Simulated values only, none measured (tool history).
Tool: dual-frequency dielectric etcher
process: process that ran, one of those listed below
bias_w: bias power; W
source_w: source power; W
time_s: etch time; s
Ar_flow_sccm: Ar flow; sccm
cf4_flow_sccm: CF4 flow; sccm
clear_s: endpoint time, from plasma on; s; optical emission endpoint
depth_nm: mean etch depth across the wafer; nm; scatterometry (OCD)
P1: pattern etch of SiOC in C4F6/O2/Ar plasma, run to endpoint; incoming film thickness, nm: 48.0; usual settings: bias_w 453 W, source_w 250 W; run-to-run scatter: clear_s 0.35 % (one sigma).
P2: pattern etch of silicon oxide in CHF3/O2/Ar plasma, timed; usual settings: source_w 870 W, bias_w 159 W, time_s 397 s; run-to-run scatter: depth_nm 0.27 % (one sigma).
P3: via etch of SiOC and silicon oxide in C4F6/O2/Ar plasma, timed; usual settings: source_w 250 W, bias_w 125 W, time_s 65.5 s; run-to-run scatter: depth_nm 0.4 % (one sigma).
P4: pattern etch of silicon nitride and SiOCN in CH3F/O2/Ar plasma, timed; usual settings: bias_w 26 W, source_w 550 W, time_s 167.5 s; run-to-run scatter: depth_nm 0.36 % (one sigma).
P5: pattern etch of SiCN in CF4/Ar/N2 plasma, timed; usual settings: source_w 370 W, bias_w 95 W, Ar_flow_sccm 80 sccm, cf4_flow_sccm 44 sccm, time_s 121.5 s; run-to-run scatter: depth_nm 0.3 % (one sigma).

run	hour	process	bias_w	source_w	time_s	Ar_flow_sccm	cf4_flow_sccm	clear_s	depth_nm
1	5	P1	453	250				19.992	
2	9.7	P3	148	250	65.5				60.663
3	13.9	P1	453	190				22.014	
4	17.3	P1	453	250				19.952	
5	22.9	P4	26	550	167.5				27.37
6	28.9	P5	95	370	121.5	80	55		95.682
7	33.4	P2	128	870	397				797.81
8	39.4	P1	453	250				20.018	
9	44.5	P2	159	520	397				699.67
10	49.3	P4	21	550	167.5				25.006
11	52.5	P4	26	550	209.5				34.364
12	55.9	P5	95	370	121.5	80	44		93.204
13	59.6	P1	344	210				23.487	
14	63	P1	453	250				19.949	
15	66.4	P1	453	340				17.805	
16	72.4	P5	95	220	121.5	80	44		59.416
17	77	P1	453	250				19.985	
18	80.1	P4	26	670	167.5				29.494
19	85.3	P3	125	250	65.5				57.369
20	89.6	P5	135	370	121.5	80	44		106.83
21	93.9	P5	95	370	121.5	61	44		95.87
22	96.6	P5	95	370	121.5	80	44		93.146
23	102.6	P2	159	870	397				855.19
24	108	P3	125	250	36				31.412
25	111.7	P1	333	250				22.511	
26	114.5	P3	125	310	65.5				62.394
27	118.7	P5	95	370	86.5	80	44		66.164
28	122.3	P1	623	250				17.71	
29	128.1	P1	453	250				19.968	
30	131.9	P2	159	870	531.5				1141.8
31	137.7	P1	453	250				19.969	
32	141	P1	453	250				20.005	
33	146.3	P1	453	250				19.681	
34	151	P1	453	250				19.793	
35	157	P1	453	250				19.871	
# hour 157.9: wet clean of the chamber
36	161.1	P1	453	250				19.751	
37	164.9	P1	453	250				19.62	
38	169.2	P1	453	250				19.656	
39	172.7	P1	453	250				19.629	

What P1 gives has crept away from where it was. These 2 causes fit the log equally well, each at the size given:
A: bias power that arrives over what is set, % = 4.7
B: source power that arrives over what is set, % = 4.83
The creep began at about hour 141.
Why every other cause is out:
chamber walls in a state that raises the etch rate, %: serviced at hour 157.9, which brought nothing back

4 check runs are offered, one wafer each, their results left as question marks. Which one tells the causes apart?
check 1	176.2	P2	159	870	397				?
check 2	176.2	P3	125	250	65.5				?
check 3	176.2	P4	26	550	167.5				?
check 4	176.2	P5	95	370	121.5	80	44		?

What each check would give under each cause:
check	result	if A	if B
check 1	depth_nm	864.72	867.86
check 2	depth_nm	58.151	58.4
check 3	depth_nm	27.997	27.873
check 4	depth_nm	94.704	96.932
How far apart the two closest causes lie, in the result that separates them most: check 1 0.36 %; check 2 0.43 %; check 3 0.44 %; check 4 2.33 %
Check 4 tells the causes apart: in the others they would give nearly the same result.

Then check 4 was run and gave: depth_nm 94.574 nm. Which cause is it?

It is A: bias power that arrives over what is set, %.

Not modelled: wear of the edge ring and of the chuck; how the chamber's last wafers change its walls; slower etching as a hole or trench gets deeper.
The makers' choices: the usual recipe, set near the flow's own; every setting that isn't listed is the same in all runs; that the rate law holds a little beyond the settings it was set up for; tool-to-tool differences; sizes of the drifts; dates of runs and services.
